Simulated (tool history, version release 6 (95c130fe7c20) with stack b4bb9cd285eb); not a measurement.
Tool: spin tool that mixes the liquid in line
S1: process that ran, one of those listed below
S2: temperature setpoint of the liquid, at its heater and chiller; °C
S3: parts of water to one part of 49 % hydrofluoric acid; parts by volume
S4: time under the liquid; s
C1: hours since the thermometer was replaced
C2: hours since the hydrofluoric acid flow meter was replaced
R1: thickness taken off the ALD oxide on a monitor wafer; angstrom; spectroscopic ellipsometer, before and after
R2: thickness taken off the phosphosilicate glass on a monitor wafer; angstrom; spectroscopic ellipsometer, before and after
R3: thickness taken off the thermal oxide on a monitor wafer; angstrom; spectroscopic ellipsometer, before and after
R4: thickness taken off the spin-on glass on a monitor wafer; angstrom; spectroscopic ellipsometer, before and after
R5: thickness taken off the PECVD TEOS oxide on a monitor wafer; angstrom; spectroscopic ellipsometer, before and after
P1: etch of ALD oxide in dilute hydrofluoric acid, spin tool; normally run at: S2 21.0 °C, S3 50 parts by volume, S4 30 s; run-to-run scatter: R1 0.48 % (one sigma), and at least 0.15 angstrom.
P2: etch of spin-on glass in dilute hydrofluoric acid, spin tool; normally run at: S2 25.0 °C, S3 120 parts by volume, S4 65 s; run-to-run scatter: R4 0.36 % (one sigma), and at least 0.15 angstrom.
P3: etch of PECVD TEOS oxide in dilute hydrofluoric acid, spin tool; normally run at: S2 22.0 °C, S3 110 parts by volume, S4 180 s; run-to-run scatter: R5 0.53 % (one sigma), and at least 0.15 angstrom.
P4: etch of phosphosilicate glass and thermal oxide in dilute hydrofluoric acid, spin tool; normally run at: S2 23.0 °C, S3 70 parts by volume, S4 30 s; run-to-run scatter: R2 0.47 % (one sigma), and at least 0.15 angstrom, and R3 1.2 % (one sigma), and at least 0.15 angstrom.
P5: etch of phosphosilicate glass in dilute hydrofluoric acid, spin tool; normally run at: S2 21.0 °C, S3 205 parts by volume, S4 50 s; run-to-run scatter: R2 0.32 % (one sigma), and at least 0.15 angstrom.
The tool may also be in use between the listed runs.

run 1 hour=10.6 | S1=P1 S2=21.0 S3=50 S4=30 | C1=1988.9 C2=1753.8 | R1=97.228
run 2 hour=24.3 | S1=P1 S2=21.0 S3=50 S4=30 | C1=2002.6 C2=1767.5 | R1=97.223
run 3 hour=31.7 | S1=P4 S2=23.0 S3=70 S4=30 | C1=2010.0 C2=1774.9 | R2=264.87 R3=20.224
run 4 hour=45.9 | S1=P4 S2=23.0 S3=70 S4=30 | C1=2024.2 C2=1789.1 | R2=264.53 R3=19.881
run 5 hour=58.6 | S1=P1 S2=21.0 S3=50 S4=30 | C1=2036.9 C2=1801.8 | R1=97.842
run 6 hour=69.0 | S1=P2 S2=25.0 S3=120 S4=130 | C1=2047.3 C2=1812.2 | R4=305.82
run 7 hour=80.2 | S1=P5 S2=21.0 S3=205 S4=50 | C1=2058.5 C2=1823.4 | R2=379.88
run 8 hour=89.0 | S1=P1 S2=21.0 S3=50 S4=30 | C1=2067.3 C2=1832.2 | R1=97.285
run 9 hour=101.6 | S1=P1 S2=17.0 S3=50 S4=30 | C1=2079.9 C2=1844.8 | R1=82.239
run 10 hour=111.1 | S1=P5 S2=27.0 S3=205 S4=50 | C1=2089.4 C2=1854.3 | R2=476.51
run 11 hour=125.3 | S1=P2 S2=25.0 S3=30 S4=65 | C1=2103.6 C2=1868.5 | R4=686.93
run 12 hour=135.5 | S1=P2 S2=25.0 S3=120 S4=65 | C1=2113.8 C2=1878.7 | R4=153.63
run 13 hour=142.1 | S1=P3 S2=17.0 S3=110 S4=180 | C1=2120.4 C2=1885.3 | R5=183.97
run 14 hour=153.7 | S1=P1 S2=21.0 S3=30 S4=15 | C1=2132.0 C2=1896.9 | R1=83.679
run 15 hour=160.1 | S1=P1 S2=21.0 S3=50 S4=15 | C1=2138.4 C2=1903.3 | R1=48.732
run 16 hour=168.9 | S1=P3 S2=22.0 S3=110 S4=180 | C1=2147.2 C2=1912.1 | R5=226.63
-- hour=173.6 thermometer replaced
run 17 hour=177.3 | S1=P1 S2=25.5 S3=50 S4=30 | C1=3.8 C2=1920.5 | R1=117.180
run 18 hour=188.4 | S1=P4 S2=23.0 S3=70 S4=50 | C1=14.9 C2=1931.6 | R2=436.89 R3=32.852
run 19 hour=199.9 | S1=P3 S2=22.0 S3=170 S4=180 | C1=26.4 C2=1943.1 | R5=138.75
run 20 hour=210.3 | S1=P5 S2=21.0 S3=355 S4=50 | C1=36.8 C2=1953.5 | R2=192.25
run 21 hour=219.0 | S1=P2 S2=25.0 S3=120 S4=65 | C1=45.5 C2=1962.2 | R4=152.95
run 22 hour=233.2 | S1=P1 S2=21.0 S3=50 S4=60 | C1=59.7 C2=1976.4 | R1=195.750
run 23 hour=240.8 | S1=P1 S2=21.0 S3=80 S4=30 | C1=67.3 C2=1984.0 | R1=58.390
run 24 hour=250.7 | S1=P2 S2=19.0 S3=120 S4=65 | C1=77.2 C2=1993.9 | R4=120.12
run 25 hour=264.4 | S1=P3 S2=22.0 S3=110 S4=305 | C1=90.9 C2=2007.6 | R5=385.76
run 26 hour=272.5 | S1=P1 S2=21.0 S3=20 S4=15 | C1=99.0 C2=2015.7 | R1=126.700
run 27 hour=280.2 | S1=P1 S2=21.0 S3=25 S4=30 | C1=106.7 C2=2023.4 | R1=201.810
run 28 hour=286.7 | S1=P5 S2=21.0 S3=205 S4=75 | C1=113.2 C2=2029.9 | R2=569.60
run 29 hour=298.8 | S1=P4 S2=23.0 S3=20 S4=30 | C1=125.3 C2=2042.0 | R2=986.72 R3=75.384
run 30 hour=305.0 | S1=P4 S2=17.0 S3=70 S4=30 | C1=131.5 C2=2048.2 | R2=206.19 R3=15.696
run 31 hour=313.6 | S1=P1 S2=21.0 S3=50 S4=30 | C1=140.1 C2=2056.8 | R1=96.917
run 32 hour=325.8 | S1=P1 S2=21.0 S3=50 S4=30 | C1=152.3 C2=2069.0 | R1=97.082
run 33 hour=338.8 | S1=P1 S2=21.0 S3=50 S4=30 | C1=165.3 C2=2082.0 | R1=97.601
run 34 hour=348.0 | S1=P1 S2=21.0 S3=50 S4=30 | C1=174.5 C2=2091.2 | R1=100.130
run 35 hour=360.3 | S1=P1 S2=21.0 S3=50 S4=30 | C1=186.8 C2=2103.5 | R1=103.950
run 36 hour=366.7 | S1=P1 S2=21.0 S3=50 S4=30 | C1=193.2 C2=2109.9 | R1=104.800
run 37 hour=378.0 | S1=P1 S2=21.0 S3=50 S4=30 | C1=204.5 C2=2121.2 | R1=105.190
run 38 hour=390.1 | S1=P1 S2=21.0 S3=50 S4=30 | C1=216.6 C2=2133.3 | R1=106.690
run 39 hour=401.5 | S1=P1 S2=21.0 S3=50 S4=30 | C1=228.0 C2=2144.7 | R1=106.490
run 40 hour=414.2 | S1=P1 S2=21.0 S3=50 S4=30 | C1=240.7 C2=2157.4 | R1=106.750
run 41 hour=424.5 | S1=P1 S2=21.0 S3=50 S4=30 | C1=251.0 C2=2167.7 | R1=107.230

What P1 gives has crept away from where it was. These 2 causes fit the log equally well, each at the size given:
A: liquid hotter than its thermometer reads (K) = 2.09
B: hydrofluoric acid flow above the setpoint (%) = 8.57
The creep began at about hour 338.8.

4 check runs are offered, one wafer each, their results left as question marks. Which one tells the causes apart?
run check 1 hour=434.8 | S1=P4 S2=17.0 S3=70 S4=30 | R2=? R3=?
run check 2 hour=434.8 | S1=P5 S2=25.0 S3=275 S4=50 | R2=?
run check 3 hour=434.8 | S1=P2 S2=25.0 S3=40 S4=90 | R4=?
run check 4 hour=434.8 | S1=P3 S2=17.0 S3=110 S4=180 | R5=?

What each check would give under each cause:
check=check_1 result=R2 if_A=224.52 if_B=224.38
check=check_1 result=R3 if_A=16.983 if_B=16.972
check=check_2 result=R2 if_A=329.40 if_B=340.34
check=check_3 result=R4 if_A=767.32 if_B=768.30
check=check_4 result=R5 if_A=201.27 if_B=202.14
How far apart the two closest causes lie, in the result that separates them most: check 1 0.07 %; check 2 3.27 %; check 3 0.13 %; check 4 0.43 %
Check 2 tells the causes apart: in the others they would give nearly the same result.

Then check 2 was run and gave: R2 327.97 angstrom. Which cause is it?

It is A: liquid hotter than its thermometer reads (K).
